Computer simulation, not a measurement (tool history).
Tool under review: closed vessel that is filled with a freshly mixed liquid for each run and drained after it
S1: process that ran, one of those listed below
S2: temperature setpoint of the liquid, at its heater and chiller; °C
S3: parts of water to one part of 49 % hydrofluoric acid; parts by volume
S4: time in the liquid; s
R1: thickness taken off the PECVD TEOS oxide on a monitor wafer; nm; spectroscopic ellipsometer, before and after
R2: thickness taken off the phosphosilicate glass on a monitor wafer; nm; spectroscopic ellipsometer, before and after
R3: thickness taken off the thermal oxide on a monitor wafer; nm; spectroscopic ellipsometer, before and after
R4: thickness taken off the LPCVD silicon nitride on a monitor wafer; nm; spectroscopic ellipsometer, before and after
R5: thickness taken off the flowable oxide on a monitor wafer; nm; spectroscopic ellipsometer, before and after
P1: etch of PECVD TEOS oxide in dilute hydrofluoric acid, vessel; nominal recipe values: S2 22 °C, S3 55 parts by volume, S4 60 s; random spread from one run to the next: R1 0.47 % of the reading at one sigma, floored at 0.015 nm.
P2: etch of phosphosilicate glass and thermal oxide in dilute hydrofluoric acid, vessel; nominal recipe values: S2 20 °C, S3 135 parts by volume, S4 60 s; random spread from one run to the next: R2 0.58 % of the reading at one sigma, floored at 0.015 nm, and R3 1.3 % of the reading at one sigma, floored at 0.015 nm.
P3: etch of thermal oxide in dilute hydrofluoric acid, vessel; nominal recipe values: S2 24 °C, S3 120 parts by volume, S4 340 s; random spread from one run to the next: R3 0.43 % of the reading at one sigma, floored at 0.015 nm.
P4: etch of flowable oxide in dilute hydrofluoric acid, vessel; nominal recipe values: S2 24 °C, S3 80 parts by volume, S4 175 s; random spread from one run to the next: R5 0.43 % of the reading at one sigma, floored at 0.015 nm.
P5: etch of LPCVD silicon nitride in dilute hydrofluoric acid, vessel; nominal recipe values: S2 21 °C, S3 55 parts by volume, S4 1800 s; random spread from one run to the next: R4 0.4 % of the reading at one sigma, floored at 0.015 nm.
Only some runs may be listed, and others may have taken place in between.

run    day  S1    S2   S3    S4      R1      R2       R3      R4      R5
  1  0.192  P1    22   55    60  26.042
  2  0.438  P1    22   55    60  25.913
  3  0.621  P2    20  135    60          59.965   1.8456
  4  0.775  P3    17  120   340                   9.9616
  5  0.883  P2    20  135    30          29.817  0.93709
  6  1.121  P2    20   65    60          133.76   4.1324
  7  1.354  P5    21   55  3580                           23.874
  8  1.575  P3    24  120   340                   13.245
  9  1.712  P4    24   80   295                                   95.705
 10  1.833  P1    28   55    30  16.666
 11  2.075  P4    24   80   175                                   56.748
 12  2.188  P4    32   80   175                                   77.045
 13  2.375  P4    24   25   175                                   195.52
 14    2.6  P1    22   95    60   14.39
 15  2.742  P3    24  120   525                   20.466
 16   2.95  P1    22   55    60  26.021
 17  3.125  P1  28.5   55    60  34.117
 18  3.342  P3    24   40   340                   44.138
 19  3.575  P5    21   55  1800                           11.954
 20   3.75  P1    22   55    30  12.986
 21  3.871  P1    22   55   110  47.843
 22  4.046  P1    17   55    60  20.877
 23    4.2  P5    21   90  1800                           7.4252
 24  4.392  P1    22   30    60  48.871
 25  4.575  P5    17   55  1800                            9.031
 26  4.796  P2  24.5  135    60          71.481   2.1586
 27      5  P1    22   55    60  26.161
 28  5.229  P3    24  120   340                   13.194
 29  5.438  P5    21   55  1800                           11.991
 30  5.621  P1    22   55    60  26.115
 31  5.771  P1    22   55    60  25.902
 32  5.921  P1    22   55    60  25.326
 33  6.142  P1    22   55    60  24.384
 34  6.325  P1    22   55    60  24.219
 35  6.504  P1    22   55    60  24.113
 36  6.721  P1    22   55    60  24.088
 37  6.921  P1    22   55    60  23.884
 38  7.096  P1    22   55    60   23.82

P1 no longer gives what it gave before; its output has crept away from where it was. The following 2 causes, each at its listed size, fit the log equally well:
A: liquid colder than its thermometer reads (K) = 2.01
B: hydrofluoric acid flow below the setpoint (%) = 7.56
The onset of the drift is placed at about day 5.771.

Below are 4 check runs, each on a single wafer, with their results shown as question marks. Which of them would tell the listed causes apart, meaning the causes would give clearly different results under it?
check 1  7.271  P3    24  85   480           ?
check 2  7.271  P5  17.5  55  3275               ?
check 3  7.271  P4    24  30   175                   ?
check 4  7.271  P2    20  75    60       ?   ?

How each check would come out, cause by cause:
  check  result    if A    if B
check 1      R3  25.376  25.223
check 2      R4    14.8  15.822
check 3      R5  148.76   149.2
check 4      R2  105.62  105.51
check 4      R3  3.2261  3.2228
Smallest distance between any two causes, each pair judged by its most separating result, in per cent: check 1 0.61 %; check 2 6.68 %; check 3 0.29 %; check 4 0.1 %
Check 2 is the one run that separates the causes; every other check would come out nearly the same whichever cause is at work.

After running check 2, the following was obtained: R4 15.798 nm. Which cause does this point to?

The cause is B: hydrofluoric acid flow below the setpoint (%).
